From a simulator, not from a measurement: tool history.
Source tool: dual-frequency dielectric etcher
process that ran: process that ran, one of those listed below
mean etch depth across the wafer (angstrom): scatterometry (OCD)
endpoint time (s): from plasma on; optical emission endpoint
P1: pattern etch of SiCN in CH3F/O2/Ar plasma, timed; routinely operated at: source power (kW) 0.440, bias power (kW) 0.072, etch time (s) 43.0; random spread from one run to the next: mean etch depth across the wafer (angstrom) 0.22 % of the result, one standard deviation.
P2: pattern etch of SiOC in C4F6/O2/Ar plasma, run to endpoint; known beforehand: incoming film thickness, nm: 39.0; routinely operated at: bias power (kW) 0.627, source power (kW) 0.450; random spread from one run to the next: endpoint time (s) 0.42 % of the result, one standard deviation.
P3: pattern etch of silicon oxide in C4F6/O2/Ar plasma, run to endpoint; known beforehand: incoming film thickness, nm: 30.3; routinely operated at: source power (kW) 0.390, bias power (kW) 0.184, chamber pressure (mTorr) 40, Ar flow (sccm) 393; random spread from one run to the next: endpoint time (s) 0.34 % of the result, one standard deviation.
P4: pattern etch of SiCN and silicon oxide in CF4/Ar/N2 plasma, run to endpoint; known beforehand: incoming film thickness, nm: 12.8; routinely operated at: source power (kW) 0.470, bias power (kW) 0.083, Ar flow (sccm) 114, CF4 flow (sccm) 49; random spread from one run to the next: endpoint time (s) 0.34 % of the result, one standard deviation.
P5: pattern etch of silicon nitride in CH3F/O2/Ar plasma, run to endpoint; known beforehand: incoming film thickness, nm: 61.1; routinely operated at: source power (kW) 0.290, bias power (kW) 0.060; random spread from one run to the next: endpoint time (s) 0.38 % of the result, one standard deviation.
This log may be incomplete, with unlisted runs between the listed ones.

run,day,process that ran,source power (kW),bias power (kW),etch time (s),Ar flow (sccm),CF4 flow (sccm),chamber pressure (mTorr),hours since the last wet clean,hours since the last source power generator calibration,hours since the last bias power generator calibration,mean etch depth across the wafer (angstrom),endpoint time (s)
1,0.158,P1,0.440,0.072,43.0,,,,321.6,1188.5,283.4,167.10,
2,0.258,P4,0.470,0.083,,114,58,,324.0,1190.9,285.8,,14.1570
3,0.379,P3,0.390,0.184,,393,,40,326.9,1193.8,288.7,,10.4180
4,0.554,P4,0.470,0.083,,114,49,,331.1,1198.0,292.9,,14.5740
5,0.675,P5,0.290,0.060,,,,,334.0,1200.9,295.8,,103.3000
6,0.775,P1,0.320,0.072,43.0,,,,336.4,1203.3,298.2,148.15,
7,0.979,P1,0.440,0.072,61.5,,,,341.3,1208.2,303.1,239.59,
8,1.150,P4,0.470,0.083,,114,49,,345.4,1212.3,307.2,,14.5430
9,1.258,P3,0.390,0.184,,393,,53,348.0,1214.9,309.8,,10.8380
10,1.408,P1,0.440,0.058,43.0,,,,351.6,1218.5,313.4,155.37,
11,1.546,P5,0.210,0.060,,,,,354.9,1221.8,316.7,,117.3900
12,1.704,P1,0.440,0.072,43.0,,,,358.7,1225.6,320.5,167.20,
13,1.808,P4,0.470,0.116,,114,49,,361.2,1228.1,323.0,,12.8560
14,1.929,P3,0.390,0.184,,266,,40,364.1,1231.0,325.9,,9.9618
15,2.075,P4,0.470,0.083,,148,49,,367.6,1234.5,329.4,,15.1780
16,2.221,P5,0.290,0.084,,,,,371.1,1238.0,332.9,,92.0960
17,2.338,P1,0.440,0.072,43.0,,,,373.9,1240.8,335.7,167.40,
18,2.517,P1,0.560,0.072,43.0,,,,378.2,1245.1,340.0,183.46,
19,2.633,P2,0.450,0.790,,,,,381.0,1247.9,342.8,,10.6660
20,2.842,P2,0.450,0.627,,,,,386.0,1252.9,347.8,,11.5990
21,3.054,P1,0.440,0.072,43.0,,,,391.1,1258.0,352.9,167.43,
22,3.188,P4,0.320,0.083,,114,49,,394.3,1261.2,356.1,,20.2960
23,3.325,P3,0.500,0.184,,393,,40,397.6,1264.5,359.4,,9.4480
24,3.433,P2,0.450,0.627,,,,,400.2,1267.1,362.0,,11.6510
25,3.579,P1,0.530,0.072,60.0,,,,403.7,1270.6,365.5,250.46,
26,3.692,P3,0.390,0.249,,393,,40,406.4,1273.3,368.2,,9.4678
27,3.858,P1,0.440,0.072,43.0,,,,410.4,1277.3,372.2,167.71,
28,3.979,P2,0.320,0.627,,,,,413.3,1280.2,375.1,,13.2480
29,4.083,P1,0.440,0.072,33.5,,,,415.8,1282.7,377.6,130.57,
30,4.204,P1,0.440,0.102,43.0,,,,418.7,1285.6,380.5,190.68,
31,4.379,P1,0.440,0.072,43.0,,,,422.9,1289.8,384.7,167.12,
32,4.546,P1,0.440,0.072,43.0,,,,426.9,1293.8,388.7,165.96,
33,4.742,P1,0.440,0.072,43.0,,,,431.6,1298.5,393.4,165.28,
34,4.858,P1,0.440,0.072,43.0,,,,434.4,1301.3,396.2,164.71,
35,5.033,P1,0.440,0.072,43.0,,,,438.6,1305.5,400.4,164.90,
# day 5.188: wet clean of the chamber
36,5.212,P1,0.440,0.072,43.0,,,,0.6,1309.8,404.7,164.48,
37,5.396,P1,0.440,0.072,43.0,,,,5.0,1314.2,409.1,164.75,
38,5.533,P1,0.440,0.072,43.0,,,,8.3,1317.5,412.4,164.23,

What P1 gives has crept away from where it was. These 2 causes fit the log equally well, each at the size given:
A: bias power that arrives under what is set, % = 4.81
B: source power that arrives under what is set, % = 4.47
The onset of the drift is placed at about day 4.379.
Excluded causes, each with its reason:
chamber walls in a state that lowers the etch rate, %: was serviced at day 5.188, once the creep was under way, yet the earlier output never came back

Each of the check runs listed below is run on 2 wafers and reports their average, with the results left as question marks. Pick the one under which the possible causes would lead to clearly different results.
check 1,5.671,P2,0.450,0.627,,,,,,,,,?
check 2,5.671,P3,0.390,0.184,,393,,40,,,,,?
check 3,5.671,P5,0.290,0.060,,,,,,,,,?
check 4,5.671,P4,0.470,0.083,,114,49,,,,,,?

Predicted outcomes, by check and by cause:
check,result,if A,if B
check 1,endpoint time (s),11.8920,11.8680
check 2,endpoint time (s),10.6110,10.6340
check 3,endpoint time (s),105.7700,105.8600
check 4,endpoint time (s),14.8560,15.1780
Smallest distance between any two causes, each pair judged by its most separating result, in per cent: check 1 0.21 %; check 2 0.22 %; check 3 0.09 %; check 4 2.15 %
The causes can be told apart only by check 4. The other checks would give nearly the same results under each of them.

After running check 4, the following was obtained: endpoint time (s) 14.8560. Which cause does this point to?

The correct cause is A, namely: bias power that arrives under what is set, %.
